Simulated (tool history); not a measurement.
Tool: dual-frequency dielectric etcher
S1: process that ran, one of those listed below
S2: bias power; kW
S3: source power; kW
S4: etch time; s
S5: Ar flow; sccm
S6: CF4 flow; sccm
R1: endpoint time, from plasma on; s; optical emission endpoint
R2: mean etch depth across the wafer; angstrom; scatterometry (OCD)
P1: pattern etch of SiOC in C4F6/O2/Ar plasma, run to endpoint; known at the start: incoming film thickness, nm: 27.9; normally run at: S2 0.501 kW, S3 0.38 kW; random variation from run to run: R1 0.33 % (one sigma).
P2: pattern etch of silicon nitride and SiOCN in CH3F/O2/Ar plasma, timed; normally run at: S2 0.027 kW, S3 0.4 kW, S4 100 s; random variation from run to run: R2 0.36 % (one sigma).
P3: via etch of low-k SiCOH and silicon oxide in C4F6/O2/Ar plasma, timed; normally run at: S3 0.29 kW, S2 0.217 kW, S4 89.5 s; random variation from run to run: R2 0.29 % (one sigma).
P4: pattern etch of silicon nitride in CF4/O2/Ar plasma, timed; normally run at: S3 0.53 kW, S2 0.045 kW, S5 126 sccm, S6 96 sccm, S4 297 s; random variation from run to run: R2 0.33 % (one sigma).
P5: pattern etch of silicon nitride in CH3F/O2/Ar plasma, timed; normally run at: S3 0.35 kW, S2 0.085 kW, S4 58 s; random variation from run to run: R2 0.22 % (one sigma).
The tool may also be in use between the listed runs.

run,hour,S1,S2,S3,S4,S5,S6,R1,R2
1,11.9,P1,0.501,0.38,,,,9.5925,
2,24.7,P3,0.217,0.29,89.5,,,,2383.1
3,37.4,P1,0.501,0.38,,,,9.538,
4,51.7,P4,0.045,0.65,297,126,96,,6685.2
5,64.2,P5,0.116,0.35,58,,,,477.74
6,76.7,P4,0.045,0.53,297,126,96,,5614.5
7,87.7,P3,0.217,0.18,89.5,,,,1973.1
8,99.2,P5,0.085,0.35,58,,,,425.82
9,109.4,P3,0.217,0.29,134.5,,,,3540.5
10,117.5,P4,0.045,0.53,209,126,96,,3953.1
11,128.1,P2,0.018,0.4,100,,,,124.99
12,139,P1,0.693,0.38,,,,8.4616,
13,155,P5,0.085,0.35,58,,,,427.26
14,163.5,P1,0.501,0.38,,,,9.609,
15,179.4,P1,0.501,0.48,,,,8.7768,
16,188.6,P1,0.501,0.38,,,,9.5566,
17,196.2,P1,0.314,0.51,,,,10.162,
18,211.7,P1,0.344,0.38,,,,10.995,
19,219.4,P3,0.269,0.29,89.5,,,,2565.9
20,230.8,P4,0.045,0.53,297,126,96,,5628.4
21,240.2,P2,0.027,0.4,100,,,,149.95
22,255,P1,0.693,0.51,,,,7.5941,
23,267.9,P4,0.045,0.53,297,158,96,,5428.7
24,279.4,P1,0.501,0.23,,,,11.55,
25,292.7,P2,0.027,0.4,55,,,,82.328
26,306.4,P2,0.027,0.4,100,,,,150.33
# hour 315: bias power generator calibrated
27,316.7,P4,0.028,0.53,297,126,96,,4742.2
28,331.7,P5,0.085,0.47,58,,,,476.29
29,344,P4,0.045,0.53,297,126,71,,5368.3
30,351.6,P1,0.501,0.38,,,,9.656,
31,360.4,P2,0.027,0.25,100,,,,128.58
32,374.4,P1,0.501,0.38,,,,9.6493,
33,391.2,P5,0.085,0.35,79,,,,581.95
34,401.4,P1,0.501,0.38,,,,9.6064,
35,411.8,P1,0.501,0.38,,,,9.5087,
36,426.2,P1,0.501,0.38,,,,9.4888,
37,439.8,P1,0.501,0.38,,,,9.4447,
# hour 453.2: wet clean of the chamber
38,456.3,P1,0.501,0.38,,,,9.4494,
39,472.3,P1,0.501,0.38,,,,9.487,
40,479.5,P1,0.501,0.38,,,,9.4415,

Run 41 comes next. What will it give?
41,487.7,P1,0.501,0.38,,,,?,

Run 41 gave R1 9.4518 s.
